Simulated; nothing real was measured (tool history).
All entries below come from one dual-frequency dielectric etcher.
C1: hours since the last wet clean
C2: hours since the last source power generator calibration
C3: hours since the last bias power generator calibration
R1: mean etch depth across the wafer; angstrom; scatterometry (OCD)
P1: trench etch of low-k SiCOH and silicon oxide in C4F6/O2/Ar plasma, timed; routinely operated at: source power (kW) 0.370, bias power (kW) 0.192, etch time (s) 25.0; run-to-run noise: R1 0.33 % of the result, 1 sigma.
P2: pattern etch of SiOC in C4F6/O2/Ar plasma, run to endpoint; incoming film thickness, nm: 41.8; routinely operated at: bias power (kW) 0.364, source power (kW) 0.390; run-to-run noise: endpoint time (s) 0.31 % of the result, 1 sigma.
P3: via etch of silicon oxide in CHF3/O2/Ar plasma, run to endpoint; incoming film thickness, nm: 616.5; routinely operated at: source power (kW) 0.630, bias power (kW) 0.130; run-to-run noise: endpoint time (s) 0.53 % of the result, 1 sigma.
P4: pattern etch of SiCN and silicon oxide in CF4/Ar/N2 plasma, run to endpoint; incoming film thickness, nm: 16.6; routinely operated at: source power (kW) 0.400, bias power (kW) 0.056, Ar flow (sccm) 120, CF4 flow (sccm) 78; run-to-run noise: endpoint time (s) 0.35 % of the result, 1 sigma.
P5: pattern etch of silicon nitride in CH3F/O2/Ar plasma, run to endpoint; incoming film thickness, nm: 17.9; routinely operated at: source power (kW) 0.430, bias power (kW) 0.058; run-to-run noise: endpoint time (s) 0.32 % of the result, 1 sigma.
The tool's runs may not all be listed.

{"run": 1, "hour": 6.9, "process that ran": "P1", "source power (kW)": 0.37, "bias power (kW)": 0.192, "etch time (s)": 25.0, "C1": 229.8, "C2": 604.6, "C3": 1130.7, "R1": 778.62}
{"run": 2, "hour": 15.1, "process that ran": "P4", "source power (kW)": 0.4, "bias power (kW)": 0.035, "Ar flow (sccm)": 120, "CF4 flow (sccm)": 78, "C1": 238.0, "C2": 612.8, "C3": 1138.9, "endpoint time (s)": 27.294}
{"run": 3, "hour": 23.6, "process that ran": "P1", "source power (kW)": 0.37, "bias power (kW)": 0.192, "etch time (s)": 25.0, "C1": 246.5, "C2": 621.3, "C3": 1147.4, "R1": 776.82}
{"run": 4, "hour": 31.1, "process that ran": "P1", "source power (kW)": 0.37, "bias power (kW)": 0.192, "etch time (s)": 25.0, "C1": 254.0, "C2": 628.8, "C3": 1154.9, "R1": 775.11}
{"run": 5, "hour": 38.8, "process that ran": "P1", "source power (kW)": 0.48, "bias power (kW)": 0.192, "etch time (s)": 25.0, "C1": 261.7, "C2": 636.5, "C3": 1162.6, "R1": 858.61}
{"run": 6, "hour": 45.5, "process that ran": "P1", "source power (kW)": 0.37, "bias power (kW)": 0.192, "etch time (s)": 15.5, "C1": 268.4, "C2": 643.2, "C3": 1169.3, "R1": 482.64}
{"run": 7, "hour": 51.5, "process that ran": "P4", "source power (kW)": 0.4, "bias power (kW)": 0.056, "Ar flow (sccm)": 120, "CF4 flow (sccm)": 78, "C1": 274.4, "C2": 649.2, "C3": 1175.3, "endpoint time (s)": 23.603}
{"run": 8, "hour": 58.3, "process that ran": "P3", "source power (kW)": 0.63, "bias power (kW)": 0.13, "C1": 281.2, "C2": 656.0, "C3": 1182.1, "endpoint time (s)": 354.21}
{"run": 9, "hour": 64.4, "process that ran": "P3", "source power (kW)": 0.82, "bias power (kW)": 0.13, "C1": 287.3, "C2": 662.1, "C3": 1188.2, "endpoint time (s)": 314.71}
{"run": 10, "hour": 71.8, "process that ran": "P4", "source power (kW)": 0.27, "bias power (kW)": 0.056, "Ar flow (sccm)": 120, "CF4 flow (sccm)": 78, "C1": 294.7, "C2": 669.5, "C3": 1195.6, "endpoint time (s)": 33.417}
{"run": 11, "hour": 80.5, "process that ran": "P4", "source power (kW)": 0.4, "bias power (kW)": 0.056, "Ar flow (sccm)": 147, "CF4 flow (sccm)": 78, "C1": 303.4, "C2": 678.2, "C3": 1204.3, "endpoint time (s)": 24.479}
{"run": 12, "hour": 84.8, "process that ran": "P4", "source power (kW)": 0.4, "bias power (kW)": 0.056, "Ar flow (sccm)": 120, "CF4 flow (sccm)": 99, "C1": 307.7, "C2": 682.5, "C3": 1208.6, "endpoint time (s)": 22.75}
{"run": 13, "hour": 89.9, "process that ran": "P1", "source power (kW)": 0.37, "bias power (kW)": 0.192, "etch time (s)": 25.0, "C1": 312.8, "C2": 687.6, "C3": 1213.7, "R1": 774.36}
{"run": 14, "hour": 97.5, "process that ran": "P1", "source power (kW)": 0.37, "bias power (kW)": 0.192, "etch time (s)": 25.0, "C1": 320.4, "C2": 695.2, "C3": 1221.3, "R1": 785.01}
{"run": 15, "hour": 102.8, "process that ran": "P3", "source power (kW)": 0.63, "bias power (kW)": 0.13, "C1": 325.7, "C2": 700.5, "C3": 1226.6, "endpoint time (s)": 350.04}
{"run": 16, "hour": 111.2, "process that ran": "P2", "source power (kW)": 0.39, "bias power (kW)": 0.364, "C1": 334.1, "C2": 708.9, "C3": 1235.0, "endpoint time (s)": 15.776}
{"run": 17, "hour": 116.4, "process that ran": "P2", "source power (kW)": 0.39, "bias power (kW)": 0.516, "C1": 339.3, "C2": 714.1, "C3": 1240.2, "endpoint time (s)": 13.93}
{"run": 18, "hour": 125.4, "process that ran": "P1", "source power (kW)": 0.37, "bias power (kW)": 0.132, "etch time (s)": 25.0, "C1": 348.3, "C2": 723.1, "C3": 1249.2, "R1": 693.15}
{"run": 19, "hour": 131.6, "process that ran": "P5", "source power (kW)": 0.35, "bias power (kW)": 0.058, "C1": 354.5, "C2": 729.3, "C3": 1255.4, "endpoint time (s)": 29.54}
{"run": 20, "hour": 138.1, "process that ran": "P3", "source power (kW)": 0.63, "bias power (kW)": 0.082, "C1": 361.0, "C2": 735.8, "C3": 1261.9, "endpoint time (s)": 403.89}
{"run": 21, "hour": 142.4, "process that ran": "P1", "source power (kW)": 0.37, "bias power (kW)": 0.192, "etch time (s)": 25.0, "C1": 365.3, "C2": 740.1, "C3": 1266.2, "R1": 777.13}
{"run": 22, "hour": 150.9, "process that ran": "P2", "source power (kW)": 0.26, "bias power (kW)": 0.364, "C1": 373.8, "C2": 748.6, "C3": 1274.7, "endpoint time (s)": 18.261}
{"run": 23, "hour": 158.8, "process that ran": "P1", "source power (kW)": 0.28, "bias power (kW)": 0.192, "etch time (s)": 25.0, "C1": 381.7, "C2": 756.5, "C3": 1282.6, "R1": 695.36}
{"hour": 161.0, "done": "bias power generator calibrated"}
{"run": 24, "hour": 164.5, "process that ran": "P1", "source power (kW)": 0.37, "bias power (kW)": 0.192, "etch time (s)": 33.5, "C1": 387.4, "C2": 762.2, "C3": 3.6, "R1": 1044.8}
{"run": 25, "hour": 169.8, "process that ran": "P1", "source power (kW)": 0.37, "bias power (kW)": 0.243, "etch time (s)": 25.0, "C1": 392.7, "C2": 767.5, "C3": 8.9, "R1": 845.08}
{"run": 26, "hour": 175.2, "process that ran": "P5", "source power (kW)": 0.43, "bias power (kW)": 0.072, "C1": 398.1, "C2": 772.9, "C3": 14.3, "endpoint time (s)": 25.294}
{"run": 27, "hour": 184.8, "process that ran": "P4", "source power (kW)": 0.4, "bias power (kW)": 0.056, "Ar flow (sccm)": 120, "CF4 flow (sccm)": 78, "C1": 407.7, "C2": 782.5, "C3": 23.9, "endpoint time (s)": 23.477}
{"run": 28, "hour": 190.0, "process that ran": "P5", "source power (kW)": 0.43, "bias power (kW)": 0.058, "C1": 412.9, "C2": 787.7, "C3": 29.1, "endpoint time (s)": 27.196}
{"run": 29, "hour": 194.4, "process that ran": "P1", "source power (kW)": 0.27, "bias power (kW)": 0.192, "etch time (s)": 20.0, "C1": 417.3, "C2": 792.1, "C3": 33.5, "R1": 553.65}
{"run": 30, "hour": 200.7, "process that ran": "P1", "source power (kW)": 0.37, "bias power (kW)": 0.192, "etch time (s)": 25.0, "C1": 423.6, "C2": 798.4, "C3": 39.8, "R1": 778.42}
{"run": 31, "hour": 206.9, "process that ran": "P1", "source power (kW)": 0.37, "bias power (kW)": 0.192, "etch time (s)": 25.0, "C1": 429.8, "C2": 804.6, "C3": 46.0, "R1": 773.0}
{"run": 32, "hour": 216.1, "process that ran": "P1", "source power (kW)": 0.37, "bias power (kW)": 0.192, "etch time (s)": 25.0, "C1": 439.0, "C2": 813.8, "C3": 55.2, "R1": 767.82}
{"run": 33, "hour": 220.6, "process that ran": "P1", "source power (kW)": 0.37, "bias power (kW)": 0.192, "etch time (s)": 25.0, "C1": 443.5, "C2": 818.3, "C3": 59.7, "R1": 766.62}
{"run": 34, "hour": 226.3, "process that ran": "P1", "source power (kW)": 0.37, "bias power (kW)": 0.192, "etch time (s)": 25.0, "C1": 449.2, "C2": 824.0, "C3": 65.4, "R1": 764.84}
{"hour": 227.5, "done": "wet clean of the chamber"}
{"run": 35, "hour": 233.7, "process that ran": "P1", "source power (kW)": 0.37, "bias power (kW)": 0.192, "etch time (s)": 25.0, "C1": 6.3, "C2": 831.4, "C3": 72.8, "R1": 765.45}
{"run": 36, "hour": 242.6, "process that ran": "P1", "source power (kW)": 0.37, "bias power (kW)": 0.192, "etch time (s)": 25.0, "C1": 15.2, "C2": 840.3, "C3": 81.7, "R1": 768.52}

The log shows P1 creeping away from where it was. Any of the 2 causes listed here, at the size stated for it, fits the log just as well as the others:
A: bias power that arrives under what is set, % = 5
B: source power that arrives under what is set, % = 4.15
The creep began at about hour 200.7.
All other causes, with the reason each is excluded:
chamber walls in a state that lowers the etch rate, %: maintenance at hour 227.5, after the shift began, did not return the process to its former output

Which of the check runs below tells the causes apart, meaning the causes would give it clearly different results? Each run uses 2 wafers whose results are averaged, and each result is shown as a question mark.
{"run": "check 1", "hour": 251.5, "process that ran": "P4", "source power (kW)": 0.31, "bias power (kW)": 0.056, "Ar flow (sccm)": 120, "CF4 flow (sccm)": 78, "endpoint time (s)": "?"}
{"run": "check 2", "hour": 251.5, "process that ran": "P3", "source power (kW)": 0.63, "bias power (kW)": 0.095, "endpoint time (s)": "?"}
{"run": "check 3", "hour": 251.5, "process that ran": "P5", "source power (kW)": 0.43, "bias power (kW)": 0.067, "endpoint time (s)": "?"}
{"run": "check 4", "hour": 251.5, "process that ran": "P2", "source power (kW)": 0.39, "bias power (kW)": 0.465, "endpoint time (s)": "?"}

If the cause were each of the candidates in turn, the checks would give the following:
check=check_1 result=endpoint_time_(s) if_A=30.088 if_B=30.711
check=check_2 result=endpoint_time_(s) if_A=392.690 if_B=393.570
check=check_3 result=endpoint_time_(s) if_A=26.369 if_B=26.345
check=check_4 result=endpoint_time_(s) if_A=14.700 if_B=14.653
Per check, the gap between the least separated pair of causes, taken in the result that splits them most: check 1 2.05 %; check 2 0.22 %; check 3 0.09 %; check 4 0.32 %
Check 1 is the one run that separates the causes; every other check would come out nearly the same whichever cause is at work.

Here is what check 1 returned: endpoint time (s) 30.622. Which cause is it?

Of the candidate causes, it is B: source power that arrives under what is set, %.

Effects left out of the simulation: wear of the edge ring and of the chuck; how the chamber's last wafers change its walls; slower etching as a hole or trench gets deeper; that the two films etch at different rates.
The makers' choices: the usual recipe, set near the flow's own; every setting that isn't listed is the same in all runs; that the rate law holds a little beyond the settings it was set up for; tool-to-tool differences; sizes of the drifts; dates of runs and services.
